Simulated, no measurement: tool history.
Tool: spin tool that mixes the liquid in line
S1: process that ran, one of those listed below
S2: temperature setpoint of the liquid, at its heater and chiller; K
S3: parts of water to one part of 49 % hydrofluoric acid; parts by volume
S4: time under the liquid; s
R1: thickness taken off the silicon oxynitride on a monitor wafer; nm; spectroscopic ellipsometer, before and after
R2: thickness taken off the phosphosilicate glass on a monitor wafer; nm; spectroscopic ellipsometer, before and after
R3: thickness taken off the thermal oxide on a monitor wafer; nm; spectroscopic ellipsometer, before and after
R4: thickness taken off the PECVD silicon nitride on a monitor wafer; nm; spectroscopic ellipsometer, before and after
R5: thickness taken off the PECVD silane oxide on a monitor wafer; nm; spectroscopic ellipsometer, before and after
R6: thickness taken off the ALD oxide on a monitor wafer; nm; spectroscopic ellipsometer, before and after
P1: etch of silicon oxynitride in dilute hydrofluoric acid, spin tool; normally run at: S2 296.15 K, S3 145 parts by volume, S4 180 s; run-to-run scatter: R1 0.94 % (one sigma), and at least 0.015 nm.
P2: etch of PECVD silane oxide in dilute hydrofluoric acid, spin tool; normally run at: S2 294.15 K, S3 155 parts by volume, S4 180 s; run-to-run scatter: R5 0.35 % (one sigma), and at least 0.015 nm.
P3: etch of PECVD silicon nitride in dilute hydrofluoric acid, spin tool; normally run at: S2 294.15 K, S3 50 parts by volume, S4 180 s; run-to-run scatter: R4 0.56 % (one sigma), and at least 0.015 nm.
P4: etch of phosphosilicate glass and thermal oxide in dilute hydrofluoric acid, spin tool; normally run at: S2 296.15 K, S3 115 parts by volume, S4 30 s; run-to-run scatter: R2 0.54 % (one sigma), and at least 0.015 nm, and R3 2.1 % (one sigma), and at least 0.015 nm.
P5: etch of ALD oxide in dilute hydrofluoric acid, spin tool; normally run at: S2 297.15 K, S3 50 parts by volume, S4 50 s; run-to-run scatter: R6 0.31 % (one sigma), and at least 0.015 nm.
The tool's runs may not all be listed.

{"run": 1, "hour": 8.4, "S1": "P1", "S2": 296.15, "S3": 145, "S4": 180, "R1": 2.2368}
{"run": 2, "hour": 12.5, "S1": "P1", "S2": 290.15, "S3": 145, "S4": 180, "R1": 1.6856}
{"run": 3, "hour": 21.0, "S1": "P1", "S2": 292.15, "S3": 145, "S4": 20, "R1": 0.17337}
{"run": 4, "hour": 25.6, "S1": "P4", "S2": 290.15, "S3": 115, "S4": 30, "R2": 16.625, "R3": 0.90337}
{"run": 5, "hour": 32.3, "S1": "P1", "S2": 296.15, "S3": 145, "S4": 70, "R1": 0.88611}
{"run": 6, "hour": 38.2, "S1": "P1", "S2": 296.15, "S3": 145, "S4": 180, "R1": 2.2485}
{"run": 7, "hour": 44.4, "S1": "P3", "S2": 302.65, "S3": 50, "S4": 180, "R4": 13.384}
{"run": 8, "hour": 51.4, "S1": "P1", "S2": 296.15, "S3": 235, "S4": 35, "R1": 0.25307}
{"run": 9, "hour": 58.0, "S1": "P1", "S2": 296.15, "S3": 235, "S4": 180, "R1": 1.3192}
{"run": 10, "hour": 62.4, "S1": "P1", "S2": 296.15, "S3": 145, "S4": 180, "R1": 2.2653}
{"run": 11, "hour": 71.3, "S1": "P2", "S2": 294.15, "S3": 155, "S4": 15, "R5": 2.1902}
{"run": 12, "hour": 79.4, "S1": "P1", "S2": 296.15, "S3": 145, "S4": 180, "R1": 2.2112}
{"run": 13, "hour": 85.5, "S1": "P1", "S2": 301.65, "S3": 145, "S4": 180, "R1": 2.8282}
{"run": 14, "hour": 92.6, "S1": "P3", "S2": 294.15, "S3": 50, "S4": 285, "R4": 11.991}
{"run": 15, "hour": 100.3, "S1": "P5", "S2": 297.15, "S3": 50, "S4": 15, "R6": 6.7932}
{"run": 16, "hour": 109.6, "S1": "P1", "S2": 296.15, "S3": 145, "S4": 180, "R1": 2.2242}
{"run": 17, "hour": 114.5, "S1": "P3", "S2": 294.15, "S3": 80, "S4": 180, "R4": 4.8257}
{"run": 18, "hour": 120.5, "S1": "P4", "S2": 296.15, "S3": 115, "S4": 55, "R2": 38.873, "R3": 2.1397}
{"run": 19, "hour": 129.2, "S1": "P1", "S2": 300.65, "S3": 80, "S4": 180, "R1": 5.3221}
{"run": 20, "hour": 136.0, "S1": "P1", "S2": 296.15, "S3": 80, "S4": 180, "R1": 4.3488}
{"run": 21, "hour": 143.8, "S1": "P2", "S2": 294.15, "S3": 155, "S4": 180, "R5": 26.245}
{"run": 22, "hour": 150.9, "S1": "P5", "S2": 290.65, "S3": 50, "S4": 50, "R6": 17.176}
{"run": 23, "hour": 158.4, "S1": "P5", "S2": 297.15, "S3": 90, "S4": 50, "R6": 11.978}
{"run": 24, "hour": 162.9, "S1": "P2", "S2": 300.15, "S3": 155, "S4": 180, "R5": 32.841}
{"run": 25, "hour": 169.1, "S1": "P3", "S2": 294.15, "S3": 50, "S4": 180, "R4": 7.6287}
{"run": 26, "hour": 178.4, "S1": "P1", "S2": 296.15, "S3": 145, "S4": 180, "R1": 2.2611}
{"run": 27, "hour": 183.2, "S1": "P3", "S2": 294.15, "S3": 50, "S4": 180, "R4": 7.6454}
{"run": 28, "hour": 191.9, "S1": "P1", "S2": 296.15, "S3": 145, "S4": 340, "R1": 4.192}
{"run": 29, "hour": 197.4, "S1": "P4", "S2": 296.15, "S3": 115, "S4": 30, "R2": 21.347, "R3": 1.1506}
{"run": 30, "hour": 203.6, "S1": "P4", "S2": 296.15, "S3": 115, "S4": 30, "R2": 21.366, "R3": 1.1754}
{"run": 31, "hour": 209.0, "S1": "P2", "S2": 294.15, "S3": 155, "S4": 180, "R5": 26.164}
{"run": 32, "hour": 214.1, "S1": "P4", "S2": 296.15, "S3": 20, "S4": 30, "R2": 136.31, "R3": 7.4074}
{"run": 33, "hour": 218.2, "S1": "P2", "S2": 294.15, "S3": 60, "S4": 180, "R5": 75.333}
{"run": 34, "hour": 227.3, "S1": "P5", "S2": 297.15, "S3": 50, "S4": 50, "R6": 22.555}
{"run": 35, "hour": 233.2, "S1": "P5", "S2": 297.15, "S3": 50, "S4": 50, "R6": 22.53}
{"run": 36, "hour": 240.9, "S1": "P1", "S2": 296.15, "S3": 145, "S4": 180, "R1": 2.2095}
{"run": 37, "hour": 248.3, "S1": "P1", "S2": 296.15, "S3": 145, "S4": 180, "R1": 2.3211}
{"run": 38, "hour": 256.8, "S1": "P1", "S2": 296.15, "S3": 145, "S4": 180, "R1": 2.395}
{"run": 39, "hour": 263.4, "S1": "P1", "S2": 296.15, "S3": 145, "S4": 180, "R1": 2.4063}
{"run": 40, "hour": 267.7, "S1": "P1", "S2": 296.15, "S3": 145, "S4": 180, "R1": 2.384}
{"run": 41, "hour": 276.4, "S1": "P1", "S2": 296.15, "S3": 145, "S4": 180, "R1": 2.4346}
{"run": 42, "hour": 282.2, "S1": "P1", "S2": 296.15, "S3": 145, "S4": 180, "R1": 2.3883}
{"run": 43, "hour": 289.2, "S1": "P1", "S2": 296.15, "S3": 145, "S4": 180, "R1": 2.4313}
{"run": 44, "hour": 297.1, "S1": "P1", "S2": 296.15, "S3": 145, "S4": 180, "R1": 2.4289}
{"run": 45, "hour": 306.6, "S1": "P1", "S2": 296.15, "S3": 145, "S4": 180, "R1": 2.4252}
{"run": 46, "hour": 311.6, "S1": "P1", "S2": 296.15, "S3": 145, "S4": 180, "R1": 2.4175}

What P1 gives has crept away from where it was. These 2 causes fit the log equally well, each at the size given:
A: hydrofluoric acid flow above the setpoint (%) = 7.03
B: liquid hotter than its thermometer reads (K) = 1.64
The creep began at about hour 240.9.

4 check runs are offered, each on 2 wafers whose results are averaged, their results left as question marks. Which one tells the causes apart?
{"run": "check 1", "hour": 316.6, "S1": "P3", "S2": 302.15, "S3": 50, "S4": 180, "R4": "?"}
{"run": "check 2", "hour": 316.6, "S1": "P2", "S2": 294.15, "S3": 60, "S4": 80, "R5": "?"}
{"run": "check 3", "hour": 316.6, "S1": "P5", "S2": 291.65, "S3": 80, "S4": 50, "R6": "?"}
{"run": "check 4", "hour": 316.6, "S1": "P4", "S2": 292.65, "S3": 115, "S4": 30, "R2": "?", "R3": "?"}

What each check would give under each cause:
check=check_1 result=R4 if_A=14.0030 if_B=14.5590
check=check_2 result=R5 if_A=36.0520 if_B=35.8880
check=check_3 result=R6 if_A=11.6590 if_B=11.6000
check=check_4 result=R2 if_A=19.900 if_B=19.710
check=check_4 result=R3 if_A=1.08470 if_B=1.07440
How far apart the two closest causes lie, in the result that separates them most: check 1 3.9 %; check 2 0.46 %; check 3 0.51 %; check 4 0.96 %
Only check 1 tells the causes apart: in the others they would give nearly the same result.

Check 1 was then run and gave: R4 14.5870 nm. Which cause is it?

It is B: liquid hotter than its thermometer reads (K).
